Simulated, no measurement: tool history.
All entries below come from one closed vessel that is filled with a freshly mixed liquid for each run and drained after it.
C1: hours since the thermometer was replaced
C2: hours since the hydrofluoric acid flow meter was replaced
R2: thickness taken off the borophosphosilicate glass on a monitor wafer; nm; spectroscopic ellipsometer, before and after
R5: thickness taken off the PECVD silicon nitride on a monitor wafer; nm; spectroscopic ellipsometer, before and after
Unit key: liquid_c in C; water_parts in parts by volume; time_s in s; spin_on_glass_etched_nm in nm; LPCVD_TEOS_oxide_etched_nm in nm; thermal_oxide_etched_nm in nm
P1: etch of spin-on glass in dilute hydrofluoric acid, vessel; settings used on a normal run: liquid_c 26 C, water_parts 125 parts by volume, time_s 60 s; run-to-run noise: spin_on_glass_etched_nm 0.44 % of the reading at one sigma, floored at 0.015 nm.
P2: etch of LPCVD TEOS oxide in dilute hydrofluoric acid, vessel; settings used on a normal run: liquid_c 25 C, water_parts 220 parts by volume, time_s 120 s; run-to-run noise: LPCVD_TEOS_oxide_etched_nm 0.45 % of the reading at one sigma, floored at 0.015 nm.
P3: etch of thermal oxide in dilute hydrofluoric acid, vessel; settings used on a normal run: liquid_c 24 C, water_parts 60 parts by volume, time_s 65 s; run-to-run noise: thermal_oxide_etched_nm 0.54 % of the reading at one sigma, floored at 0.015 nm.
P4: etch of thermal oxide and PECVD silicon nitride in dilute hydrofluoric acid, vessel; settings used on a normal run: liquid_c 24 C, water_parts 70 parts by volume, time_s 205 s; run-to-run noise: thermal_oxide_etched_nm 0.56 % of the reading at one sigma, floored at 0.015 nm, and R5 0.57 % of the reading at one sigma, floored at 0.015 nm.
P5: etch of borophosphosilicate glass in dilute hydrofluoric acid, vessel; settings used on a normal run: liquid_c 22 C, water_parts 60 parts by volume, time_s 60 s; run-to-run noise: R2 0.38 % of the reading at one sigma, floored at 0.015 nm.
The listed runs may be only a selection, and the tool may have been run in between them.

Run 1, hour 10.9: process P1, liquid_c 26 C, water_parts 125 parts by volume, time_s 60 s; C1 469.9; C2 1291.6. Result: spin_on_glass_etched_nm 14.541 nm.
Run 2, hour 18.2: process P1, liquid_c 26 C, water_parts 125 parts by volume, time_s 60 s; C1 477.2; C2 1298.9. Result: spin_on_glass_etched_nm 14.66 nm.
Run 3, hour 23.1: process P5, liquid_c 22 C, water_parts 20 parts by volume, time_s 60 s; C1 482.1; C2 1303.8. Result: R2 263.17 nm.
Run 4, hour 27.9: process P2, liquid_c 25 C, water_parts 220 parts by volume, time_s 120 s; C1 486.9; C2 1308.6. Result: LPCVD_TEOS_oxide_etched_nm 18.244 nm.
Run 5, hour 35.6: process P3, liquid_c 24 C, water_parts 60 parts by volume, time_s 100 s; C1 494.6; C2 1316.3. Result: thermal_oxide_etched_nm 8.4448 nm.
Run 6, hour 42.4: process P5, liquid_c 22 C, water_parts 60 parts by volume, time_s 60 s; C1 501.4; C2 1323.1. Result: R2 83.201 nm.
Run 7, hour 50.9: process P3, liquid_c 24 C, water_parts 95 parts by volume, time_s 65 s; C1 509.9; C2 1331.6. Result: thermal_oxide_etched_nm 3.3393 nm.
Run 8, hour 60.1: process P1, liquid_c 17.5 C, water_parts 125 parts by volume, time_s 60 s; C1 519.1; C2 1340.8. Result: spin_on_glass_etched_nm 10.44 nm.
Run 9, hour 67.6: process P5, liquid_c 22 C, water_parts 60 parts by volume, time_s 30 s; C1 526.6; C2 1348.3. Result: R2 41.8 nm.
Run 10, hour 76.6: process P1, liquid_c 26 C, water_parts 125 parts by volume, time_s 60 s; C1 535.6; C2 1357.3. Result: spin_on_glass_etched_nm 14.573 nm.
Run 11, hour 81.8: process P1, liquid_c 26 C, water_parts 125 parts by volume, time_s 30 s; C1 540.8; C2 1362.5. Result: spin_on_glass_etched_nm 7.2504 nm.
Run 12, hour 90.7: process P2, liquid_c 28.5 C, water_parts 220 parts by volume, time_s 120 s; C1 549.7; C2 1371.4. Result: LPCVD_TEOS_oxide_etched_nm 20.685 nm.
Run 13, hour 96.2: process P3, liquid_c 31 C, water_parts 60 parts by volume, time_s 65 s; C1 555.2; C2 1376.9. Result: thermal_oxide_etched_nm 7.2289 nm.
Run 14, hour 101.2: process P4, liquid_c 24 C, water_parts 70 parts by volume, time_s 205 s; C1 560.2; C2 1381.9. Result: thermal_oxide_etched_nm 13.551 nm, R5 8.2281 nm.
Run 15, hour 107.7: process P5, liquid_c 22 C, water_parts 60 parts by volume, time_s 60 s; C1 566.7; C2 1388.4. Result: R2 83.134 nm.
Run 16, hour 117.1: process P1, liquid_c 26 C, water_parts 125 parts by volume, time_s 60 s; C1 576.1; C2 1397.8. Result: spin_on_glass_etched_nm 14.544 nm.
Run 17, hour 127.2: process P1, liquid_c 26 C, water_parts 125 parts by volume, time_s 100 s; C1 586.2; C2 1407.9. Result: spin_on_glass_etched_nm 24.358 nm.
Run 18, hour 136.9: process P4, liquid_c 24 C, water_parts 25 parts by volume, time_s 205 s; C1 595.9; C2 1417.6. Result: thermal_oxide_etched_nm 40.281 nm, R5 22.446 nm.
Run 19, hour 147.7: process P1, liquid_c 32.5 C, water_parts 125 parts by volume, time_s 60 s; C1 606.7; C2 1428.4. Result: spin_on_glass_etched_nm 18.396 nm.
At hour 148.3: thermometer replaced.
Run 20, hour 152.7: process P1, liquid_c 26 C, water_parts 60 parts by volume, time_s 60 s; C1 4.5; C2 1433.4. Result: spin_on_glass_etched_nm 32.813 nm.
Run 21, hour 160.1: process P5, liquid_c 28 C, water_parts 60 parts by volume, time_s 60 s; C1 11.9; C2 1440.8. Result: R2 106.3 nm.
Run 22, hour 165.8: process P3, liquid_c 24 C, water_parts 60 parts by volume, time_s 65 s; C1 17.6; C2 1446.5. Result: thermal_oxide_etched_nm 5.4367 nm.
Run 23, hour 174.9: process P1, liquid_c 26 C, water_parts 220 parts by volume, time_s 60 s; C1 26.7; C2 1455.6. Result: spin_on_glass_etched_nm 7.446 nm.
Run 24, hour 185.4: process P2, liquid_c 25 C, water_parts 120 parts by volume, time_s 120 s; C1 37.2; C2 1466.1. Result: LPCVD_TEOS_oxide_etched_nm 37.853 nm.
Run 25, hour 195.4: process P2, liquid_c 25 C, water_parts 220 parts by volume, time_s 120 s; C1 47.2; C2 1476.1. Result: LPCVD_TEOS_oxide_etched_nm 18.231 nm.
Run 26, hour 202.6: process P4, liquid_c 24 C, water_parts 70 parts by volume, time_s 390 s; C1 54.4; C2 1483.3. Result: thermal_oxide_etched_nm 25.856 nm, R5 15.542 nm.
Run 27, hour 211.9: process P1, liquid_c 26 C, water_parts 125 parts by volume, time_s 60 s; C1 63.7; C2 1492.6. Result: spin_on_glass_etched_nm 14.486 nm.
Run 28, hour 222.5: process P4, liquid_c 31 C, water_parts 70 parts by volume, time_s 205 s; C1 74.3; C2 1503.2. Result: thermal_oxide_etched_nm 17.847 nm, R5 12.921 nm.
Run 29, hour 227.2: process P1, liquid_c 22.5 C, water_parts 50 parts by volume, time_s 60 s; C1 79; C2 1507.9. Result: spin_on_glass_etched_nm 34.809 nm.
Run 30, hour 233.1: process P2, liquid_c 25 C, water_parts 220 parts by volume, time_s 30 s; C1 84.9; C2 1513.8. Result: LPCVD_TEOS_oxide_etched_nm 4.57 nm.
Run 31, hour 240.1: process P1, liquid_c 26 C, water_parts 125 parts by volume, time_s 60 s; C1 91.9; C2 1520.8. Result: spin_on_glass_etched_nm 14.636 nm.
Run 32, hour 250.5: process P1, liquid_c 26 C, water_parts 125 parts by volume, time_s 60 s; C1 102.3; C2 1531.2. Result: spin_on_glass_etched_nm 14.98 nm.
Run 33, hour 256.1: process P1, liquid_c 26 C, water_parts 125 parts by volume, time_s 60 s; C1 107.9; C2 1536.8. Result: spin_on_glass_etched_nm 15.178 nm.
Run 34, hour 266.5: process P1, liquid_c 26 C, water_parts 125 parts by volume, time_s 60 s; C1 118.3; C2 1547.2. Result: spin_on_glass_etched_nm 15.411 nm.
Run 35, hour 271.2: process P1, liquid_c 26 C, water_parts 125 parts by volume, time_s 60 s; C1 123; C2 1551.9. Result: spin_on_glass_etched_nm 15.502 nm.
Run 36, hour 280: process P1, liquid_c 26 C, water_parts 125 parts by volume, time_s 60 s; C1 131.8; C2 1560.7. Result: spin_on_glass_etched_nm 15.458 nm.
Run 37, hour 287.6: process P1, liquid_c 26 C, water_parts 125 parts by volume, time_s 60 s; C1 139.4; C2 1568.3. Result: spin_on_glass_etched_nm 15.523 nm.
Run 38, hour 298.3: process P1, liquid_c 26 C, water_parts 125 parts by volume, time_s 60 s; C1 150.1; C2 1579. Result: spin_on_glass_etched_nm 15.567 nm.
Run 39, hour 306.3: process P1, liquid_c 26 C, water_parts 125 parts by volume, time_s 60 s; C1 158.1; C2 1587. Result: spin_on_glass_etched_nm 15.706 nm.
Run 40, hour 313.9: process P1, liquid_c 26 C, water_parts 125 parts by volume, time_s 60 s; C1 165.7; C2 1594.6. Result: spin_on_glass_etched_nm 15.68 nm.

What P1 gives has crept away from where it was. These 2 causes fit the log equally well, each at the size given:
A: hydrofluoric acid flow above the setpoint (%) = 6.35
B: liquid hotter than its thermometer reads (K) = 1.88
The gradual shift began around hour 240.1.

Consider the 4 single-wafer check runs listed below, results given as question marks: which one distinguishes between the causes by giving clearly different results for each?
Run check 1, hour 321.5: process P5, liquid_c 25 C, water_parts 60 parts by volume, time_s 30 s. Result: R2 ?.
Run check 2, hour 321.5: process P3, liquid_c 24 C, water_parts 85 parts by volume, time_s 95 s. Result: thermal_oxide_etched_nm ?.
Run check 3, hour 321.5: process P2, liquid_c 25 C, water_parts 150 parts by volume, time_s 120 s. Result: LPCVD_TEOS_oxide_etched_nm ?.
Run check 4, hour 321.5: process P4, liquid_c 30 C, water_parts 70 parts by volume, time_s 205 s. Result: thermal_oxide_etched_nm ?, R5 ?.

Check results expected under each cause:
  check                      result    if A    if B
check 1                          R2  50.341  50.807
check 2     thermal_oxide_etched_nm  5.8491  5.8882
check 3  LPCVD_TEOS_oxide_etched_nm  31.156  31.104
check 4     thermal_oxide_etched_nm  18.455  18.529
check 4                          R5  12.935  13.702
Per check, the gap between the least separated pair of causes, taken in the result that splits them most: check 1 0.92 %; check 2 0.67 %; check 3 0.17 %; check 4 5.76 %
Check 4 distinguishes between the causes, while the remaining checks would return nearly the same result for all of them.

The results of check 4 are: thermal_oxide_etched_nm 18.393 nm; R5 12.924 nm. Based on these, which of the listed causes is it?

It was cause A: hydrofluoric acid flow above the setpoint (%).

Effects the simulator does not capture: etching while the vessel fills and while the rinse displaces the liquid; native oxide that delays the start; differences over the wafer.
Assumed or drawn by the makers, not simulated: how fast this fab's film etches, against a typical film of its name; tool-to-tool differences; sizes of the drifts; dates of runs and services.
